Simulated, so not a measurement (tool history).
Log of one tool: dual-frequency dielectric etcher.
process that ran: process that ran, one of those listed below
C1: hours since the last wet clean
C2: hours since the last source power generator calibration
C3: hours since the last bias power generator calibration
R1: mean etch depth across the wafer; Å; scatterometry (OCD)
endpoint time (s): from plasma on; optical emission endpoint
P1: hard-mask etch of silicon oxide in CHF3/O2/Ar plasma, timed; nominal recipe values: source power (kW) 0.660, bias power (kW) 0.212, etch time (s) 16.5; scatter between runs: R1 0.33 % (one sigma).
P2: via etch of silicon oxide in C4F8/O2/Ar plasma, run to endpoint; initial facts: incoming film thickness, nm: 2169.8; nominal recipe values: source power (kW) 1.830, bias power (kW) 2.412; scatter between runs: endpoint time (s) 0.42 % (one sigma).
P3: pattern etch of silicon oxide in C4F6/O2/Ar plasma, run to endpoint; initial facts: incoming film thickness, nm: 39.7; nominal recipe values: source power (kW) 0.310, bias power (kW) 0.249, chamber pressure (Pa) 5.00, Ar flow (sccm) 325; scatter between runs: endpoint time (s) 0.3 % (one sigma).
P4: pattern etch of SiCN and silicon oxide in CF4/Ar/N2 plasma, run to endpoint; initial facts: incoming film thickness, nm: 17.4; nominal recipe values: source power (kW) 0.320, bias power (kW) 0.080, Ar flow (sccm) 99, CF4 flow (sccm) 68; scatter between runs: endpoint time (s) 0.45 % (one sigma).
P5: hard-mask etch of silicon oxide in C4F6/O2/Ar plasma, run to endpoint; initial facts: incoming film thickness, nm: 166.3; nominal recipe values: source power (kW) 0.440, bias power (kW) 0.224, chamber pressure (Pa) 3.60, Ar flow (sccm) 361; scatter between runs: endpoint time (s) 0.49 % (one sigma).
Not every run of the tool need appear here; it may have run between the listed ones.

run 1 hour=4.3 | process_that_ran=P1 source_power_(kW)=0.660 bias_power_(kW)=0.212 etch_time_(s)=16.5 | C1=201.3 C2=725.9 C3=1433.8 | R1=357.69
run 2 hour=11.1 | process_that_ran=P1 source_power_(kW)=0.430 bias_power_(kW)=0.212 etch_time_(s)=16.5 | C1=208.1 C2=732.7 C3=1440.6 | R1=303.25
run 3 hour=18.7 | process_that_ran=P1 source_power_(kW)=0.660 bias_power_(kW)=0.256 etch_time_(s)=16.5 | C1=215.7 C2=740.3 C3=1448.2 | R1=384.53
run 4 hour=23.0 | process_that_ran=P4 source_power_(kW)=0.320 bias_power_(kW)=0.080 Ar_flow_(sccm)=99 CF4_flow_(sccm)=68 | C1=220.0 C2=744.6 C3=1452.5 | endpoint_time_(s)=26.135
run 5 hour=30.6 | process_that_ran=P1 source_power_(kW)=0.660 bias_power_(kW)=0.212 etch_time_(s)=16.5 | C1=227.6 C2=752.2 C3=1460.1 | R1=357.10
-- hour=31.4 source power generator calibrated
run 6 hour=37.6 | process_that_ran=P1 source_power_(kW)=0.660 bias_power_(kW)=0.292 etch_time_(s)=21.0 | C1=234.6 C2=6.3 C3=1467.1 | R1=509.30
run 7 hour=44.1 | process_that_ran=P2 source_power_(kW)=1.830 bias_power_(kW)=2.412 | C1=241.1 C2=12.8 C3=1473.6 | endpoint_time_(s)=419.290
run 8 hour=48.9 | process_that_ran=P5 source_power_(kW)=0.440 bias_power_(kW)=0.224 Ar_flow_(sccm)=464 chamber_pressure_(Pa)=3.60 | C1=245.9 C2=17.6 C3=1478.4 | endpoint_time_(s)=49.415
run 9 hour=54.5 | process_that_ran=P3 source_power_(kW)=0.310 bias_power_(kW)=0.249 Ar_flow_(sccm)=325 chamber_pressure_(Pa)=4.07 | C1=251.5 C2=23.2 C3=1484.0 | endpoint_time_(s)=12.366
run 10 hour=60.9 | process_that_ran=P1 source_power_(kW)=0.660 bias_power_(kW)=0.212 etch_time_(s)=23.5 | C1=257.9 C2=29.6 C3=1490.4 | R1=507.58
run 11 hour=64.6 | process_that_ran=P1 source_power_(kW)=0.660 bias_power_(kW)=0.212 etch_time_(s)=16.5 | C1=261.6 C2=33.3 C3=1494.1 | R1=358.32
run 12 hour=68.4 | process_that_ran=P4 source_power_(kW)=0.320 bias_power_(kW)=0.080 Ar_flow_(sccm)=99 CF4_flow_(sccm)=83 | C1=265.4 C2=37.1 C3=1497.9 | endpoint_time_(s)=25.485
run 13 hour=76.3 | process_that_ran=P3 source_power_(kW)=0.250 bias_power_(kW)=0.249 Ar_flow_(sccm)=325 chamber_pressure_(Pa)=5.00 | C1=273.3 C2=45.0 C3=1505.8 | endpoint_time_(s)=13.841
run 14 hour=84.5 | process_that_ran=P4 source_power_(kW)=0.320 bias_power_(kW)=0.080 Ar_flow_(sccm)=118 CF4_flow_(sccm)=68 | C1=281.5 C2=53.2 C3=1514.0 | endpoint_time_(s)=26.792
run 15 hour=91.8 | process_that_ran=P5 source_power_(kW)=0.440 bias_power_(kW)=0.298 Ar_flow_(sccm)=361 chamber_pressure_(Pa)=3.60 | C1=288.8 C2=60.5 C3=1521.3 | endpoint_time_(s)=43.609
run 16 hour=98.2 | process_that_ran=P5 source_power_(kW)=0.330 bias_power_(kW)=0.224 Ar_flow_(sccm)=361 chamber_pressure_(Pa)=3.60 | C1=295.2 C2=66.9 C3=1527.7 | endpoint_time_(s)=53.409
run 17 hour=104.7 | process_that_ran=P3 source_power_(kW)=0.310 bias_power_(kW)=0.249 Ar_flow_(sccm)=325 chamber_pressure_(Pa)=5.00 | C1=301.7 C2=73.4 C3=1534.2 | endpoint_time_(s)=12.718
run 18 hour=111.1 | process_that_ran=P4 source_power_(kW)=0.320 bias_power_(kW)=0.080 Ar_flow_(sccm)=99 CF4_flow_(sccm)=68 | C1=308.1 C2=79.8 C3=1540.6 | endpoint_time_(s)=26.246
run 19 hour=117.4 | process_that_ran=P2 source_power_(kW)=1.830 bias_power_(kW)=1.441 | C1=314.4 C2=86.1 C3=1546.9 | endpoint_time_(s)=484.820
run 20 hour=123.0 | process_that_ran=P3 source_power_(kW)=0.310 bias_power_(kW)=0.249 Ar_flow_(sccm)=226 chamber_pressure_(Pa)=5.00 | C1=320.0 C2=91.7 C3=1552.5 | endpoint_time_(s)=12.186

Run 21, settings as shown, results not yet in. Your forecast:
run 21 hour=128.7 | process_that_ran=P3 source_power_(kW)=0.310 bias_power_(kW)=0.249 Ar_flow_(sccm)=325 chamber_pressure_(Pa)=5.00 | C1=325.7 C2=97.4 C3=1558.2 | endpoint_time_(s)=?

endpoint time (s): 12.724
